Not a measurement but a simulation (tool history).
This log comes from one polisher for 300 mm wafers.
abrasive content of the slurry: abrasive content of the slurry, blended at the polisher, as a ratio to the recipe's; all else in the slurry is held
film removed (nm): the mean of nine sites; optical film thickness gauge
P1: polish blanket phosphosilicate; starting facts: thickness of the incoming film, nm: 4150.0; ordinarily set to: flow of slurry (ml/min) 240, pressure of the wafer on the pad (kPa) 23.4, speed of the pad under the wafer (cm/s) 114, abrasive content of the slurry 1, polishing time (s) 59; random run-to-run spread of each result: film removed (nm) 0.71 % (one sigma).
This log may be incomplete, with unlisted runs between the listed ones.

run     day  flow of slurry (ml/min)  pressure of the wafer on the pad (kPa)  speed of the pad under the wafer (cm/s)  abrasive content of the slurry  polishing time (s)  film removed (nm)
  1   0.454                      240                                    23.4                                      114                               1                  59             618.16
  2   0.821                      240                                    10.3                                      114                               1                  59             273.16
  3   1.275                      360                                    23.4                                      114                               1                  59             646.77
  4   1.746                      240                                    23.4                                       70                            1.25                  59             458.55
  5   2.275                      240                                    23.4                                       52                               1                  59             330.61
  6   2.579                      240                                    23.4                                      114                               1                  59             613.27
  7   2.946                      240                                    23.4                                      114                               1                  59             623.42
  8   3.462                      175                                    11.7                                      114                               1                  59             299.44
  9   3.908                      240                                    23.4                                      114                            1.45                  59              720.8
 10   4.362                      240                                    23.4                                      114                               1                  42             444.12
 11   4.733                      240                                    23.4                                      114                               1                  82             851.17
      5.075  -- slurry nozzle cleaned
 12   5.204                      240                                    23.4                                      114                             0.5                  59             429.93
 13   5.542                      240                                    35.9                                      114                               1                  59             953.67
      5.738  -- conditioning disc replaced and pad reconditioned
 14    5.95                      145                                    23.4                                      114                               1                  59             574.81
 15   6.267                      240                                    23.4                                      180                               1                  59             889.09
 16   6.729                      240                                    23.4                                      114                               1                  59             625.98
 17   7.125                      350                                    23.4                                       76                               1                  59             460.01
 18   7.633                      240                                    23.4                                      114                               1                  59              612.7
 19   8.125                      240                                    23.4                                      114                               1                  59             581.05
 20   8.475                      240                                    23.4                                      114                               1                  59             561.46
      8.917  -- head pressure recalibrated
 21   9.017                      240                                    23.4                                      114                               1                  59             555.33
      9.321  -- conditioning disc replaced and pad reconditioned
      9.346  -- slurry nozzle cleaned
 22   9.379                      240                                    23.4                                      114                               1                  59             543.81
 23   9.646                      240                                    23.4                                      114                               1                  59              542.5
 24   9.929                      240                                    23.4                                      114                               1                  59             537.63
 25  10.408                      240                                    23.4                                      114                               1                  59             534.07
 26  10.883                      240                                    23.4                                      114                               1                  59             543.15

The log shows P1 creeping away from where it was. Any of the 2 causes listed here, at the size stated for it, fits the log just as well as the others:
A: abrasive missing from the slurry, % = 24.7
B: removal rate lost through wear of the pad, % = 13
The creep began at about day 7.633.
All other causes, with the reason each is excluded:
slurry flow missing at the pad, %: was serviced at day 9.346, once the creep was under way, yet the earlier output never came back
head's pressure below its setpoint, %: was serviced at day 8.917, once the creep was under way, yet the earlier output never came back
time polished since the conditioner stopped cutting, s: was serviced at day 9.321, once the creep was under way, yet the earlier output never came back

Which of the check runs below tells the causes apart, meaning the causes would give it clearly different results? Each run uses 3 wafers whose results are averaged, and each result is shown as a question mark.
check 1  11.358                      165                                    23.4                                      114                               1                  59                  ?
check 2  11.358                      240                                    23.4                                       72                               1                  59                  ?
check 3  11.358                      240                                    23.4                                      114                            0.65                  59                  ?
check 4  11.358                      240                                    33.1                                      114                               1                  59                  ?

How each check would come out, cause by cause:
  check             result    if A    if B
check 1  film removed (nm)  512.35  512.21
check 2  film removed (nm)  372.93  372.82
check 3  film removed (nm)  419.86  432.59
check 4  film removed (nm)  760.41   760.2
Per check, the gap between the least separated pair of causes, taken in the result that splits them most: check 1 0.03 %; check 2 0.03 %; check 3 2.99 %; check 4 0.03 %
The other checks would show nearly matching results whichever cause is true, so check 3 is the only one that separates the causes.

Check 3 has now been run. It gave: film removed (nm) 430.44. Which of the candidate causes is it?

B is the cause: removal rate lost through wear of the pad, %.
